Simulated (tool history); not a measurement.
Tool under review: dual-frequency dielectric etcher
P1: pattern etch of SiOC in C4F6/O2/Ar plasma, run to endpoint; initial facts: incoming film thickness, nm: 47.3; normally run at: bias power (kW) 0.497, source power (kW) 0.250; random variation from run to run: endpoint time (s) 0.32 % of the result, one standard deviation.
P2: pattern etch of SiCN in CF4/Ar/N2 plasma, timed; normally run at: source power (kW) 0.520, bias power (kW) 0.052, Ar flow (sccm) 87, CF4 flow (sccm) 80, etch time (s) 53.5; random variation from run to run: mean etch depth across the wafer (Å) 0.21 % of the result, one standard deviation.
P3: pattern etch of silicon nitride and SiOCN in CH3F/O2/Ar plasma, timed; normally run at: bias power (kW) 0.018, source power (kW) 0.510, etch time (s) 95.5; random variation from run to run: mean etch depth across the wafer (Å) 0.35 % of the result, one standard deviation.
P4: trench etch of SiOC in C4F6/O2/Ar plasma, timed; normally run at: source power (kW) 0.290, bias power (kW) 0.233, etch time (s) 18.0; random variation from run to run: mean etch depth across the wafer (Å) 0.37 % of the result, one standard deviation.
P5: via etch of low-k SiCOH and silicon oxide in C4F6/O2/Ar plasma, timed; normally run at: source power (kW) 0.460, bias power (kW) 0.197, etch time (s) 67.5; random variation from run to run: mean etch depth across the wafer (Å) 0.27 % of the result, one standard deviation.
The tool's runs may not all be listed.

run	hour	process that ran	bias power (kW)	source power (kW)	Ar flow (sccm)	CF4 flow (sccm)	etch time (s)	hours since the last wet clean	hours since the last bias power generator calibration	hours since the last source power generator calibration	endpoint time (s)	mean etch depth across the wafer (Å)
1	8.3	P1	0.497	0.250				195.1	1115.4	2534.0	19.186	
2	13.2	P1	0.497	0.170				200.0	1120.3	2538.9	22.134	
3	23.3	P2	0.052	0.520	55	80	53.5	210.1	1130.4	2549.0		523.61
4	30.8	P3	0.018	0.510			124.0	217.6	1137.9	2556.5		169.71
5	39.2	P5	0.197	0.460			91.5	226.0	1146.3	2564.9		2543.20
6	45.8	P3	0.018	0.510			95.5	232.6	1152.9	2571.5		129.70
7	55.7	P2	0.052	0.520	87	101	53.5	242.5	1162.8	2581.4		510.33
8	62.4	P1	0.497	0.250				249.2	1169.5	2588.1	19.251	
9	70.2	P3	0.018	0.390			95.5	257.0	1177.3	2595.9		118.52
10	75.2	P2	0.052	0.520	87	80	29.5	262.0	1182.3	2600.9		271.09
11	82.6	P4	0.233	0.290			18.0	269.4	1189.7	2608.3		365.13
12	90.4	P3	0.018	0.510			95.5	277.2	1197.5	2616.1		130.46
13	100.5	P2	0.070	0.520	87	80	53.5	287.3	1207.6	2626.2		542.13
14	107.1	P5	0.197	0.550			67.5	293.9	1214.2	2632.8		2008.50
15	114.2	P1	0.672	0.250				301.0	1221.3	2639.9	17.160	
16	118.6	P2	0.052	0.520	87	80	53.5	305.4	1225.7	2644.3		492.67
17	127.5	P4	0.233	0.290			18.0	314.3	1234.6	2653.2		364.41
# hour 131.6: wet clean of the chamber
18	135.2	P2	0.052	0.330	87	80	53.5	3.7	1242.3	2660.9		328.90
19	144.9	P1	0.298	0.250				13.4	1252.0	2670.6	23.254	
20	155.2	P1	0.497	0.250				23.7	1262.3	2680.9	19.155	
21	164.2	P5	0.133	0.460			67.5	32.7	1271.3	2689.9		1659.30
22	172.8	P5	0.197	0.460			67.5	41.3	1279.9	2698.5		1871.10
23	180.9	P4	0.233	0.290			13.0	49.4	1288.0	2706.6		264.04
24	188.2	P3	0.021	0.510			95.5	56.7	1295.3	2713.9		139.24
25	194.9	P1	0.634	0.160				63.4	1302.0	2720.6	20.617	
26	199.6	P1	0.497	0.250				68.1	1306.7	2725.3	19.222	
27	206.6	P4	0.233	0.200			18.0	75.1	1313.7	2732.3		316.62
28	214.2	P1	0.497	0.250				82.7	1321.3	2739.9	19.262	
29	223.0	P4	0.322	0.290			18.0	91.5	1330.1	2748.7		404.71
30	230.6	P1	0.497	0.310				99.1	1337.7	2756.3	17.729	
31	238.5	P1	0.497	0.250				107.0	1345.6	2764.2	19.251	
32	243.0	P1	0.328	0.320				111.5	1350.1	2768.7	20.457	
33	247.8	P1	0.497	0.250				116.3	1354.9	2773.5	19.120	
34	255.5	P1	0.497	0.250				124.0	1362.6	2781.2	19.275	
35	265.5	P1	0.497	0.250				134.0	1372.6	2791.2	19.094	
36	272.0	P1	0.497	0.250				140.5	1379.1	2797.7	19.006	
37	281.5	P1	0.497	0.250				150.0	1388.6	2807.2	18.981	
38	288.6	P1	0.497	0.250				157.1	1395.7	2814.3	19.053	
39	298.2	P1	0.497	0.250				166.7	1405.3	2823.9	18.916	
40	306.9	P1	0.497	0.250				175.4	1414.0	2832.6	19.032	
# hour 313.1: wet clean of the chamber
41	314.1	P1	0.497	0.250				1.1	1421.2	2839.8	18.796	
42	322.5	P1	0.497	0.250				9.5	1429.6	2848.2	19.008	
43	329.6	P1	0.497	0.250				16.6	1436.7	2855.3	18.956	
44	335.2	P1	0.497	0.250				22.2	1442.3	2860.9	18.940	

What P1 gives has crept off from where it sat before. The 2 causes that follow fit the log equally well, each at the size noted:
A: source power that arrives over what is set, % = 4.4
B: bias power that arrives over what is set, % = 4.22
The process output started creeping at around hour 247.8.
Every other cause this tool's parts could produce, and why it does not fit the log:
chamber walls in a state that raises the etch rate, %: serviced after onset, at hour 313.1, with no recovery of the prior output

Which of the 4 check runs listed below separates the causes, so that each cause would produce a clearly different result? Each run uses one wafer, and its results are marked with question marks.
check 1	340.8	P3	0.018	0.510			95.5					?
check 2	340.8	P2	0.052	0.520	87	80	53.5					?
check 3	340.8	P5	0.197	0.460			67.5					?
check 4	340.8	P4	0.233	0.290			18.0					?

Predicted outcomes, by check and by cause:
check	result	if A	if B
check 1	mean etch depth across the wafer (Å)	132.14	132.40
check 2	mean etch depth across the wafer (Å)	511.85	498.81
check 3	mean etch depth across the wafer (Å)	1903.60	1897.00
check 4	mean etch depth across the wafer (Å)	370.55	369.71
Smallest distance between any two causes, each pair judged by its most separating result, in per cent: check 1 0.19 %; check 2 2.58 %; check 3 0.35 %; check 4 0.23 %
The other checks would show nearly matching results whichever cause is true, so check 2 is the only one that separates the causes.

The results of check 2 are: mean etch depth across the wafer (Å) 499.25. Based on these, which of the listed causes is it?

The cause is B: bias power that arrives over what is set, %.

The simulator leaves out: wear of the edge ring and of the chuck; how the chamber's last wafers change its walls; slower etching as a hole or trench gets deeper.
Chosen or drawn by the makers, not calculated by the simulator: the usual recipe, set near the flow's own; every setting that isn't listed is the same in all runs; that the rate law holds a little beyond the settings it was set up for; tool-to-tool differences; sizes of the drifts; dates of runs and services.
